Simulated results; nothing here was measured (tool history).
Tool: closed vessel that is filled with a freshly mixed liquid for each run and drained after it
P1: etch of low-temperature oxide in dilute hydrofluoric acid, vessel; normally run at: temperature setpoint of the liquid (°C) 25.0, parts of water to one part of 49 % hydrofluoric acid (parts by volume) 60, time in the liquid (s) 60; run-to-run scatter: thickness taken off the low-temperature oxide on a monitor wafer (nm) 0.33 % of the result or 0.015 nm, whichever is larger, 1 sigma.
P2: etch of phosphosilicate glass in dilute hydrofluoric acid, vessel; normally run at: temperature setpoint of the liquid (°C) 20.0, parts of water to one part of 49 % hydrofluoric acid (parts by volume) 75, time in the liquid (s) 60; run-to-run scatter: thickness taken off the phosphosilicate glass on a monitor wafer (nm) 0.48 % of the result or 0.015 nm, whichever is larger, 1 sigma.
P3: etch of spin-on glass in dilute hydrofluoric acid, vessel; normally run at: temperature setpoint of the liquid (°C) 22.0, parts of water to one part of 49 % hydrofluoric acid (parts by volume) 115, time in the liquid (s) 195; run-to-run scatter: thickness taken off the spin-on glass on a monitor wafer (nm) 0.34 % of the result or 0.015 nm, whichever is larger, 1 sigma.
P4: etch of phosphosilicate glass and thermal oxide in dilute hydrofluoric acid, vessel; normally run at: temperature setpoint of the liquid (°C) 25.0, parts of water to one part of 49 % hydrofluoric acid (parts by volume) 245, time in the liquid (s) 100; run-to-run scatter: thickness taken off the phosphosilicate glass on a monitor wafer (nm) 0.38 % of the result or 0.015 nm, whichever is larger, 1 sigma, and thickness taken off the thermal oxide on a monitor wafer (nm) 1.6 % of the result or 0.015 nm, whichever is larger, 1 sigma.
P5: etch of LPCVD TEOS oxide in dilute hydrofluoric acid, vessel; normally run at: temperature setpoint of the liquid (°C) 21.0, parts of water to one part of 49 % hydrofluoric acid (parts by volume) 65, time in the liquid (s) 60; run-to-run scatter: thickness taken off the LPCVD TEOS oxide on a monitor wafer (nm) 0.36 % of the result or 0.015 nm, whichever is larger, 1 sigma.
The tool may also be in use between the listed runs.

run	hour	process that ran	temperature setpoint of the liquid (°C)	parts of water to one part of 49 % hydrofluoric acid (parts by volume)	time in the liquid (s)	hours since the thermometer was replaced	hours since the hydrofluoric acid flow meter was replaced	thickness taken off the low-temperature oxide on a monitor wafer (nm)	thickness taken off the phosphosilicate glass on a monitor wafer (nm)	thickness taken off the spin-on glass on a monitor wafer (nm)	thickness taken off the thermal oxide on a monitor wafer (nm)	thickness taken off the LPCVD TEOS oxide on a monitor wafer (nm)
1	12.5	P1	25.0	60	60	115.9	270.6	28.191				
2	19.8	P2	20.0	75	35	123.2	277.9		62.3930			
3	31.8	P2	20.0	125	60	135.2	289.9		61.0750			
4	43.1	P3	22.0	115	305	146.5	301.2			80.388		
5	52.2	P1	25.0	60	60	155.6	310.3	28.200				
6	60.0	P1	25.0	20	60	163.4	318.1	89.392				
7	67.4	P1	25.0	60	60	170.8	325.5	28.280				
8	77.9	P4	25.0	245	100	181.3	336.0		21.6090		1.68260	
9	88.5	P1	25.0	60	100	191.9	346.6	46.785				
10	100.1	P2	17.0	75	60	203.5	358.2		94.1900			
11	110.3	P5	21.0	65	105	213.7	368.4					68.057
12	125.1	P1	25.0	60	60	228.5	383.2	28.290				
13	132.7	P3	17.0	115	195	236.1	390.8			42.170		
14	147.3	P4	25.0	350	100	250.7	405.4		13.6240		1.05820	
15	161.7	P1	31.0	60	60	265.1	419.8	35.612				
16	176.6	P4	30.5	245	100	280.0	434.7		25.8930		2.01870	
17	184.5	P1	19.0	60	60	287.9	442.6	21.956				
18	196.7	P4	25.0	245	45	300.1	454.8		9.7428		0.75822	
19	210.6	P1	19.0	30	60	314.0	468.7	45.454				
20	224.8	P5	21.0	105	60	328.2	482.9					22.943
21	232.0	P1	25.0	90	60	335.4	490.1	18.105				
22	246.7	P3	22.0	180	195	350.1	504.8			30.546		
23	258.5	P5	21.0	65	60	361.9	516.6					39.029
24	268.7	P3	22.0	115	195	372.1	526.8			51.372		
25	275.6	P3	22.0	115	195	379.0	533.7			51.385		
26	288.7	P1	25.0	60	30	392.1	546.8	14.125				
27	295.5	P5	28.0	65	60	398.9	553.6					51.563
28	310.8	P1	25.0	60	60	414.2	568.9	28.178				
29	318.9	P2	20.0	75	60	422.3	577.0		106.8900			
30	326.2	P1	25.0	60	60	429.6	584.3	28.159				
31	341.0	P1	25.0	60	60	444.4	599.1	29.467				
32	352.1	P1	25.0	60	60	455.5	610.2	29.795				
33	360.8	P1	25.0	60	60	464.2	618.9	30.334				
34	372.6	P1	25.0	60	60	476.0	630.7	30.567				
35	381.4	P1	25.0	60	60	484.8	639.5	30.605				
36	393.9	P1	25.0	60	60	497.3	652.0	30.746				
37	407.7	P1	25.0	60	60	511.1	665.8	30.917				
38	420.4	P1	25.0	60	60	523.8	678.5	30.987				

What P1 gives has crept away from where it was. These 2 causes fit the log equally well, each at the size given:
A: hydrofluoric acid flow above the setpoint (%) = 8.57
B: liquid hotter than its thermometer reads (K) = 2.21
The creep began at about hour 326.2.

4 check runs are offered, one wafer each, their results left as question marks. Which one tells the causes apart?
check 1	433.1	P4	28.0	330	100				?		?	
check 2	433.1	P2	17.0	75	60				?			
check 3	433.1	P3	18.0	160	195					?		
check 4	433.1	P5	21.0	95	60							?

What each check would give under each cause:
check	result	if A	if B
check 1	thickness taken off the phosphosilicate glass on a monitor wafer (nm)	18.1480	17.4590
check 1	thickness taken off the thermal oxide on a monitor wafer (nm)	1.42090	1.36700
check 2	thickness taken off the phosphosilicate glass on a monitor wafer (nm)	103.3400	103.8700
check 3	thickness taken off the spin-on glass on a monitor wafer (nm)	32.948	32.734
check 4	thickness taken off the LPCVD TEOS oxide on a monitor wafer (nm)	28.121	28.078
How far apart the two closest causes lie, in the result that separates them most: check 1 3.87 %; check 2 0.51 %; check 3 0.65 %; check 4 0.16 %
Only check 1 tells the causes apart: in the others they would give nearly the same result.

Then check 1 was run and gave: thickness taken off the phosphosilicate glass on a monitor wafer (nm) 17.4870; thickness taken off the thermal oxide on a monitor wafer (nm) 1.38880. Which cause is it?

It is B: liquid hotter than its thermometer reads (K).
